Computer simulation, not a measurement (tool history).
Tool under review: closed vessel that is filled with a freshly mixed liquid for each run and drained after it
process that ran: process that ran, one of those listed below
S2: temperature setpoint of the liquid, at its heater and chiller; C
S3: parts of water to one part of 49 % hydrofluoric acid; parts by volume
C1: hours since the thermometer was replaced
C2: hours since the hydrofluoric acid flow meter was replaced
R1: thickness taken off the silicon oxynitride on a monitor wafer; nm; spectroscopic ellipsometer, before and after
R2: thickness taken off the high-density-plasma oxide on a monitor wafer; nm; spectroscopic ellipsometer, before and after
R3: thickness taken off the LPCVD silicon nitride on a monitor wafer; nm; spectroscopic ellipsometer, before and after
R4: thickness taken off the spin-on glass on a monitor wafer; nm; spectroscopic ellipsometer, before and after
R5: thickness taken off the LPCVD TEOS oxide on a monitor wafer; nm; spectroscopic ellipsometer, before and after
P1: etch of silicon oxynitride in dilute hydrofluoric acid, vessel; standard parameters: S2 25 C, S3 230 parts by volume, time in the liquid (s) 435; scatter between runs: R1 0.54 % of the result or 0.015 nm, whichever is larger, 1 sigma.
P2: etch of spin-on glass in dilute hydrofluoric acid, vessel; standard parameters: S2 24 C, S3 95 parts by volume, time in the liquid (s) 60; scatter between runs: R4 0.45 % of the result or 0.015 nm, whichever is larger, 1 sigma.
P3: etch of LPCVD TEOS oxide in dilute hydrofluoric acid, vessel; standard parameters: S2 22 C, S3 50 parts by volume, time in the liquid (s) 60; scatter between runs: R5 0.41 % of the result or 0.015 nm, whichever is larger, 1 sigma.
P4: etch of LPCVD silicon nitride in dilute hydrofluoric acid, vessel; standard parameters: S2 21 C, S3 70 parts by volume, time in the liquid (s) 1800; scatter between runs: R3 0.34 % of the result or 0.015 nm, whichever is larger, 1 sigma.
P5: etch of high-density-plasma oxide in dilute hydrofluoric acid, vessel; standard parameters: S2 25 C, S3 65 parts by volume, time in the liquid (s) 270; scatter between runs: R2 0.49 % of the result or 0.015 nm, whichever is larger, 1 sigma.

run 1 day=0.442 | process_that_ran=P1 S2=25 S3=230 time_in_the_liquid_(s)=435 | C1=1163.3 C2=393.5 | R1=7.3018
run 2 day=0.867 | process_that_ran=P1 S2=32.5 S3=230 time_in_the_liquid_(s)=435 | C1=1173.5 C2=403.7 | R1=10.007
run 3 day=1.229 | process_that_ran=P1 S2=29.5 S3=230 time_in_the_liquid_(s)=60 | C1=1182.2 C2=412.4 | R1=1.2118
run 4 day=1.808 | process_that_ran=P1 S2=25 S3=340 time_in_the_liquid_(s)=435 | C1=1196.1 C2=426.3 | R1=4.6329
run 5 day=2.112 | process_that_ran=P1 S2=19.5 S3=230 time_in_the_liquid_(s)=435 | C1=1203.4 C2=433.6 | R1=5.6972
-- day=2.562 hydrofluoric acid flow meter replaced
run 6 day=2.592 | process_that_ran=P5 S2=32 S3=65 time_in_the_liquid_(s)=270 | C1=1214.9 C2=0.7 | R2=39.34
run 7 day=2.888 | process_that_ran=P4 S2=17 S3=70 time_in_the_liquid_(s)=1800 | C1=1222 C2=7.8 | R3=8.8573
run 8 day=3.392 | process_that_ran=P2 S2=24 S3=95 time_in_the_liquid_(s)=60 | C1=1234.1 C2=19.9 | R4=26.107
run 9 day=4.004 | process_that_ran=P1 S2=25 S3=230 time_in_the_liquid_(s)=435 | C1=1248.8 C2=34.6 | R1=7.3443
run 10 day=4.662 | process_that_ran=P5 S2=25 S3=65 time_in_the_liquid_(s)=480 | C1=1264.6 C2=50.4 | R2=52.762
run 11 day=5.092 | process_that_ran=P2 S2=24 S3=95 time_in_the_liquid_(s)=60 | C1=1274.9 C2=60.7 | R4=25.895
run 12 day=5.717 | process_that_ran=P3 S2=22 S3=50 time_in_the_liquid_(s)=60 | C1=1289.9 C2=75.7 | R5=48.753
run 13 day=6.25 | process_that_ran=P2 S2=24 S3=160 time_in_the_liquid_(s)=60 | C1=1302.7 C2=88.5 | R4=14.208
run 14 day=6.867 | process_that_ran=P4 S2=21 S3=70 time_in_the_liquid_(s)=1800 | C1=1317.5 C2=103.3 | R3=11.774
run 15 day=7.383 | process_that_ran=P5 S2=25 S3=105 time_in_the_liquid_(s)=270 | C1=1329.9 C2=115.7 | R2=17.604
run 16 day=7.771 | process_that_ran=P4 S2=21 S3=70 time_in_the_liquid_(s)=1800 | C1=1339.2 C2=125 | R3=11.682
run 17 day=8.142 | process_that_ran=P3 S2=22 S3=50 time_in_the_liquid_(s)=60 | C1=1348.1 C2=133.9 | R5=48.232
run 18 day=8.433 | process_that_ran=P1 S2=25 S3=230 time_in_the_liquid_(s)=435 | C1=1355.1 C2=140.9 | R1=7.2362
run 19 day=8.758 | process_that_ran=P3 S2=17 S3=50 time_in_the_liquid_(s)=60 | C1=1362.9 C2=148.7 | R5=39.106
run 20 day=9.083 | process_that_ran=P3 S2=22 S3=75 time_in_the_liquid_(s)=60 | C1=1370.7 C2=156.5 | R5=31.378
run 21 day=9.467 | process_that_ran=P1 S2=25 S3=230 time_in_the_liquid_(s)=435 | C1=1379.9 C2=165.7 | R1=7.3054
run 22 day=10.096 | process_that_ran=P1 S2=25 S3=230 time_in_the_liquid_(s)=865 | C1=1395 C2=180.8 | R1=14.587
run 23 day=10.429 | process_that_ran=P2 S2=30 S3=95 time_in_the_liquid_(s)=60 | C1=1403 C2=188.8 | R4=32.897
run 24 day=10.838 | process_that_ran=P5 S2=25 S3=65 time_in_the_liquid_(s)=270 | C1=1412.8 C2=198.6 | R2=29.653
run 25 day=11.467 | process_that_ran=P1 S2=25 S3=230 time_in_the_liquid_(s)=435 | C1=1427.9 C2=213.7 | R1=7.2236
run 26 day=12.029 | process_that_ran=P1 S2=25 S3=130 time_in_the_liquid_(s)=435 | C1=1441.4 C2=227.2 | R1=13.827
run 27 day=12.542 | process_that_ran=P5 S2=25 S3=65 time_in_the_liquid_(s)=270 | C1=1453.7 C2=239.5 | R2=29.855
run 28 day=12.925 | process_that_ran=P4 S2=21 S3=70 time_in_the_liquid_(s)=3165 | C1=1462.9 C2=248.7 | R3=20.554
run 29 day=13.512 | process_that_ran=P3 S2=22 S3=50 time_in_the_liquid_(s)=100 | C1=1477 C2=262.8 | R5=80.691
run 30 day=14.046 | process_that_ran=P4 S2=21 S3=35 time_in_the_liquid_(s)=1800 | C1=1489.8 C2=275.6 | R3=22.961
run 31 day=14.592 | process_that_ran=P1 S2=25 S3=230 time_in_the_liquid_(s)=60 | C1=1502.9 C2=288.7 | R1=1.0061
run 32 day=15.033 | process_that_ran=P2 S2=24 S3=95 time_in_the_liquid_(s)=115 | C1=1513.5 C2=299.3 | R4=49.603
run 33 day=15.629 | process_that_ran=P1 S2=25 S3=230 time_in_the_liquid_(s)=435 | C1=1527.8 C2=313.6 | R1=7.3261
run 34 day=16.217 | process_that_ran=P1 S2=25 S3=230 time_in_the_liquid_(s)=435 | C1=1541.9 C2=327.7 | R1=7.5051
run 35 day=16.771 | process_that_ran=P1 S2=25 S3=230 time_in_the_liquid_(s)=435 | C1=1555.2 C2=341 | R1=7.759
run 36 day=17.083 | process_that_ran=P1 S2=25 S3=230 time_in_the_liquid_(s)=435 | C1=1562.7 C2=348.5 | R1=7.9152
run 37 day=17.383 | process_that_ran=P1 S2=25 S3=230 time_in_the_liquid_(s)=435 | C1=1569.9 C2=355.7 | R1=7.7262
run 38 day=18.004 | process_that_ran=P1 S2=25 S3=230 time_in_the_liquid_(s)=435 | C1=1584.8 C2=370.6 | R1=7.8974
run 39 day=18.521 | process_that_ran=P1 S2=25 S3=230 time_in_the_liquid_(s)=435 | C1=1597.2 C2=383 | R1=7.9352
run 40 day=19.075 | process_that_ran=P1 S2=25 S3=230 time_in_the_liquid_(s)=435 | C1=1610.5 C2=396.3 | R1=7.9885
run 41 day=19.45 | process_that_ran=P1 S2=25 S3=230 time_in_the_liquid_(s)=435 | C1=1619.5 C2=405.3 | R1=8.0366
run 42 day=19.821 | process_that_ran=P1 S2=25 S3=230 time_in_the_liquid_(s)=435 | C1=1628.4 C2=414.2 | R1=8.0096
run 43 day=20.458 | process_that_ran=P1 S2=25 S3=230 time_in_the_liquid_(s)=435 | C1=1643.7 C2=429.5 | R1=7.9494
run 44 day=20.875 | process_that_ran=P1 S2=25 S3=230 time_in_the_liquid_(s)=435 | C1=1653.7 C2=439.5 | R1=8.0274

P1 no longer gives what it gave before; its output has crept away from where it was. The following 2 causes, each at its listed size, fit the log equally well:
A: liquid hotter than its thermometer reads (K) = 2.38
B: hydrofluoric acid flow above the setpoint (%) = 9.11
The drift started at roughly day 15.629.

The check runs listed below each take one wafer, and their results are still question marks. Under which run would the listed causes lead to clearly different results?
run check 1 day=21.292 | process_that_ran=P4 S2=17.5 S3=70 time_in_the_liquid_(s)=1800 | R3=?
run check 2 day=21.292 | process_that_ran=P2 S2=28 S3=95 time_in_the_liquid_(s)=60 | R4=?
run check 3 day=21.292 | process_that_ran=P3 S2=22 S3=75 time_in_the_liquid_(s)=90 | R5=?
run check 4 day=21.292 | process_that_ran=P5 S2=29.5 S3=65 time_in_the_liquid_(s)=270 | R2=?

What each check would give under each cause:
check=check_1 result=R3 if_A=10.811 if_B=9.9684
check=check_2 result=R4 if_A=33.169 if_B=33.427
check=check_3 result=R5 if_A=51.748 if_B=51.649
check=check_4 result=R2 if_A=38.964 if_B=39.111
How far apart the two closest causes lie, in the result that separates them most: check 1 8.11 %; check 2 0.77 %; check 3 0.19 %; check 4 0.38 %
Only in check 1 would the causes give clearly different results; in the remaining checks their results would be nearly the same.

Check 1 was then run and gave: R3 10.815 nm. Which cause is it?

The correct cause is A, namely: liquid hotter than its thermometer reads (K).
